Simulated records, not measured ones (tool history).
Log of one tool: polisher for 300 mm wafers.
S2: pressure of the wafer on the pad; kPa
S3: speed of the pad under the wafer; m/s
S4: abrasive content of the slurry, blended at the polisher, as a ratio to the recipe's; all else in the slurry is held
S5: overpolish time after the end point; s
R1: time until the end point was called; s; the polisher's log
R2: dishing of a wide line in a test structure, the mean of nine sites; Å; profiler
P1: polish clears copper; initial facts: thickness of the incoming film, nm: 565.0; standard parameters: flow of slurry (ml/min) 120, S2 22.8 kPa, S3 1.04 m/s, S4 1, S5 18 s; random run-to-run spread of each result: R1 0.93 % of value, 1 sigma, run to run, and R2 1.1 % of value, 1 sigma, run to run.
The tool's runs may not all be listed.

{"run": 1, "hour": 5.1, "flow of slurry (ml/min)": 120, "S2": 22.8, "S3": 1.04, "S4": 1, "S5": 18, "R1": 153.5, "R2": 292.18}
{"run": 2, "hour": 11.0, "flow of slurry (ml/min)": 120, "S2": 35.9, "S3": 1.04, "S4": 1, "S5": 18, "R1": 95.899, "R2": 359.91}
{"run": 3, "hour": 19.2, "flow of slurry (ml/min)": 120, "S2": 11.7, "S3": 1.04, "S4": 1, "S5": 18, "R1": 298.96, "R2": 183.55}
{"run": 4, "hour": 26.4, "flow of slurry (ml/min)": 120, "S2": 15.2, "S3": 1.04, "S4": 1, "S5": 11, "R1": 232.09, "R2": 158.65}
{"run": 5, "hour": 32.0, "flow of slurry (ml/min)": 120, "S2": 22.8, "S3": 1.6, "S4": 1, "S5": 18, "R1": 99.581, "R2": 337.78}
{"run": 6, "hour": 37.6, "flow of slurry (ml/min)": 120, "S2": 22.8, "S3": 1.04, "S4": 1, "S5": 18, "R1": 151.38, "R2": 288.02}
{"run": 7, "hour": 45.2, "flow of slurry (ml/min)": 70, "S2": 22.8, "S3": 1.04, "S4": 1, "S5": 18, "R1": 174.54, "R2": 269.04}
{"run": 8, "hour": 51.8, "flow of slurry (ml/min)": 120, "S2": 22.8, "S3": 1.04, "S4": 1, "S5": 5, "R1": 152.87, "R2": 120.11}
{"run": 9, "hour": 55.7, "flow of slurry (ml/min)": 120, "S2": 22.8, "S3": 1.04, "S4": 1, "S5": 18, "R1": 151.7, "R2": 285.94}
{"run": 10, "hour": 61.7, "flow of slurry (ml/min)": 120, "S2": 22.8, "S3": 1.04, "S4": 1, "S5": 18, "R1": 153.1, "R2": 287.68}
{"run": 11, "hour": 67.1, "flow of slurry (ml/min)": 120, "S2": 22.8, "S3": 1.04, "S4": 1, "S5": 27, "R1": 156.12, "R2": 337.86}
{"run": 12, "hour": 72.3, "flow of slurry (ml/min)": 165, "S2": 22.8, "S3": 1.04, "S4": 1, "S5": 18, "R1": 147.09, "R2": 300.59}
{"run": 13, "hour": 79.3, "flow of slurry (ml/min)": 160, "S2": 22.8, "S3": 1.04, "S4": 1, "S5": 32, "R1": 145.86, "R2": 360.5}

Run 14 comes next. What will it give?
{"run": 14, "hour": 87.7, "flow of slurry (ml/min)": 120, "S2": 22.8, "S3": 0.46, "S4": 1, "S5": 18, "R1": "?", "R2": "?"}

R1: 345.850 s
R2: 176.06 Å
